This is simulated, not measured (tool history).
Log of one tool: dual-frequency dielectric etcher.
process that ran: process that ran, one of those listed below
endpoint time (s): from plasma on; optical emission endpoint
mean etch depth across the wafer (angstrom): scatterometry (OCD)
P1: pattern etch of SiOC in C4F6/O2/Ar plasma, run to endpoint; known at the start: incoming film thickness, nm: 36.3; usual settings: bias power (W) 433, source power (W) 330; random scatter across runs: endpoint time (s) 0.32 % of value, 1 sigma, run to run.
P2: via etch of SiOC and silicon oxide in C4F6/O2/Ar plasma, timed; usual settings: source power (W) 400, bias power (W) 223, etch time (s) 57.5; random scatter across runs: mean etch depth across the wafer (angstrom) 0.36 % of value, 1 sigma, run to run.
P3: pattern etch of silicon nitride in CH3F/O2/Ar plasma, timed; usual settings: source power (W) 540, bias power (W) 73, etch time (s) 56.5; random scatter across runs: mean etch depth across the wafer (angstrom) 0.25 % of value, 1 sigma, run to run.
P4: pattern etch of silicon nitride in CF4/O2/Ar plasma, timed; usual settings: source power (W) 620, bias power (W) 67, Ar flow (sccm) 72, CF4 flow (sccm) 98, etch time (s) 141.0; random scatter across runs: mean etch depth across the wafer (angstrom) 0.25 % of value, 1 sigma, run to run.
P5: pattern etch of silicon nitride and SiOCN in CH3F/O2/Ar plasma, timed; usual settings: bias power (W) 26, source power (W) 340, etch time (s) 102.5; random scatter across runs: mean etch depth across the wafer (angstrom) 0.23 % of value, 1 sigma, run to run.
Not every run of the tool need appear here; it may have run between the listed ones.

| run | hour | process that ran | bias power (W) | source power (W) | etch time (s) | Ar flow (sccm) | CF4 flow (sccm) | hours since the last wet clean | hours since the last bias power generator calibration | hours since the last source power generator calibration | endpoint time (s) | mean etch depth across the wafer (angstrom) |
|---|---|---|---|---|---|---|---|---|---|---|---|---|
| 1 | 7.2 | P1 | 433 | 330 |  |  |  | 261.9 | 478.4 | 1484.5 | 13.774 |  |
| 2 | 11.7 | P2 | 223 | 400 | 57.5 |  |  | 266.4 | 482.9 | 1489.0 |  | 707.970 |
| 3 | 18.6 | P1 | 299 | 410 |  |  |  | 273.3 | 489.8 | 1495.9 | 14.547 |  |
| 4 | 25.6 | P1 | 433 | 330 |  |  |  | 280.3 | 496.8 | 1502.9 | 13.834 |  |
| 5 | 33.2 | P4 | 67 | 620 | 141.0 | 72 | 98 | 287.9 | 504.4 | 1510.5 |  | 3782.600 |
| 6 | 40.1 | P4 | 67 | 620 | 141.0 | 72 | 98 | 294.8 | 511.3 | 1517.4 |  | 3782.000 |
| 7 | 44.3 | P2 | 304 | 400 | 57.5 |  |  | 299.0 | 515.5 | 1521.6 |  | 793.540 |
| 8 | 49.9 | P1 | 433 | 330 |  |  |  | 304.6 | 521.1 | 1527.2 | 13.829 |  |
| 9 | 55.8 | P4 | 67 | 620 | 77.5 | 72 | 98 | 310.5 | 527.0 | 1533.1 |  | 2079.400 |
| 10 | 62.7 | P4 | 80 | 620 | 141.0 | 72 | 98 | 317.4 | 533.9 | 1540.0 |  | 4064.000 |
| 11 | 68.2 | P1 | 433 | 330 |  |  |  | 322.9 | 539.4 | 1545.5 | 13.775 |  |
| 12 | 75.8 | P3 | 73 | 540 | 56.5 |  |  | 330.5 | 547.0 | 1553.1 |  | 429.620 |
| 13 | 80.8 | P5 | 26 | 400 | 102.5 |  |  | 335.5 | 552.0 | 1558.1 |  | 151.980 |
| 14 | 86.4 | P1 | 433 | 260 |  |  |  | 341.1 | 557.6 | 1563.7 | 15.104 |  |
| 15 | 91.6 | P3 | 92 | 540 | 56.5 |  |  | 346.3 | 562.8 | 1568.9 |  | 467.210 |
| 16 | 95.8 | P3 | 73 | 380 | 56.5 |  |  | 350.5 | 567.0 | 1573.1 |  | 377.240 |
| 17 | 103.1 | P5 | 35 | 340 | 102.5 |  |  | 357.8 | 574.3 | 1580.4 |  | 165.440 |
| 18 | 107.4 | P5 | 26 | 340 | 102.5 |  |  | 362.1 | 578.6 | 1584.7 |  | 144.180 |
| 19 | 114.9 | P4 | 67 | 820 | 141.0 | 72 | 98 | 369.6 | 586.1 | 1592.2 |  | 4836.500 |
| 20 | 120.7 | P1 | 515 | 260 |  |  |  | 375.4 | 591.9 | 1598.0 | 14.093 |  |
| 21 | 127.2 | P1 | 433 | 410 |  |  |  | 381.9 | 598.4 | 1604.5 | 12.726 |  |
| 22 | 132.3 | P1 | 433 | 330 |  |  |  | 387.0 | 603.5 | 1609.6 | 13.786 |  |
| 23 | 136.6 | P1 | 596 | 330 |  |  |  | 391.3 | 607.8 | 1613.9 | 12.209 |  |
| 24 | 143.1 | P1 | 433 | 330 |  |  |  | 397.8 | 614.3 | 1620.4 | 13.825 |  |
| 25 | 150.6 | P1 | 326 | 430 |  |  |  | 405.3 | 621.8 | 1627.9 | 13.873 |  |
| 26 | 158.2 | P1 | 433 | 330 |  |  |  | 412.9 | 629.4 | 1635.5 | 13.773 |  |
| 27 | 164.1 | P3 | 73 | 540 | 72.5 |  |  | 418.8 | 635.3 | 1641.4 |  | 553.330 |
| 28 | 168.3 | P4 | 67 | 620 | 141.0 | 94 | 98 | 423.0 | 639.5 | 1645.6 |  | 3670.700 |
| 29 | 175.3 | P5 | 26 | 340 | 68.5 |  |  | 430.0 | 646.5 | 1652.6 |  | 96.294 |
| 30 | 180.2 | P1 | 335 | 330 |  |  |  | 434.9 | 651.4 | 1657.5 | 15.171 |  |
| 31 | 185.7 | P2 | 223 | 530 | 57.5 |  |  | 440.4 | 656.9 | 1663.0 |  | 795.390 |
| 32 | 190.5 | P2 | 223 | 400 | 84.5 |  |  | 445.2 | 661.7 | 1667.8 |  | 1039.500 |
| 33 | 194.6 | P4 | 67 | 620 | 141.0 | 72 | 128 | 449.3 | 665.8 | 1671.9 |  | 3886.100 |
| 34 | 199.9 | P1 | 433 | 330 |  |  |  | 454.6 | 671.1 | 1677.2 | 13.832 |  |
| 35 | 206.7 | P1 | 433 | 330 |  |  |  | 461.4 | 677.9 | 1684.0 | 13.964 |  |
| 36 | 212.5 | P1 | 433 | 330 |  |  |  | 467.2 | 683.7 | 1689.8 | 13.944 |  |
| 37 | 216.5 | P1 | 433 | 330 |  |  |  | 471.2 | 687.7 | 1693.8 | 13.973 |  |
| 38 | 222.9 | P1 | 433 | 330 |  |  |  | 477.6 | 694.1 | 1700.2 | 13.946 |  |
| 39 | 228.1 | P1 | 433 | 330 |  |  |  | 482.8 | 699.3 | 1705.4 | 14.081 |  |
|  | 230.2 | wet clean of the chamber |
| 40 | 235.6 | P1 | 433 | 330 |  |  |  | 5.5 | 706.8 | 1712.9 | 14.087 |  |
| 41 | 239.9 | P1 | 433 | 330 |  |  |  | 9.8 | 711.1 | 1717.2 | 14.027 |  |
| 42 | 244.7 | P1 | 433 | 330 |  |  |  | 14.6 | 715.9 | 1722.0 | 13.980 |  |

The log shows P1 creeping away from where it was. Any of the 2 causes listed here, at the size stated for it, fits the log just as well as the others:
A: bias power that arrives under what is set, % = 4.2
B: source power that arrives under what is set, % = 4.17
Creep in the process output first set in at about hour 199.9.
Why every other cause is out:
chamber walls in a state that lowers the etch rate, %: maintenance at hour 230.2, after the shift began, did not return the process to its former output

The check runs listed below each take one wafer, and their results are still question marks. Under which run would the listed causes lead to clearly different results?
| check 1 | 249.5 | P5 | 26 | 340 | 102.5 |  |  |  |  |  |  | ? |
| check 2 | 249.5 | P3 | 73 | 540 | 56.5 |  |  |  |  |  |  | ? |
| check 3 | 249.5 | P2 | 223 | 400 | 57.5 |  |  |  |  |  |  | ? |
| check 4 | 249.5 | P4 | 67 | 620 | 141.0 | 72 | 98 |  |  |  |  | ? |

How each check would come out, cause by cause:
| check | result | if A | if B |
|---|---|---|---|
| check 1 | mean etch depth across the wafer (angstrom) | 141.000 | 141.750 |
| check 2 | mean etch depth across the wafer (angstrom) | 424.870 | 424.050 |
| check 3 | mean etch depth across the wafer (angstrom) | 701.150 | 699.800 |
| check 4 | mean etch depth across the wafer (angstrom) | 3725.000 | 3647.800 |
Minimum pairwise separation of causes per check, each pair taken at its best-separating result: check 1 0.53 %; check 2 0.19 %; check 3 0.19 %; check 4 2.1 %
Check 4 distinguishes between the causes, while the remaining checks would return nearly the same result for all of them.

Check 4 was then run and gave: mean etch depth across the wafer (angstrom) 3652.200. Which cause is it?

The cause is B: source power that arrives under what is set, %.
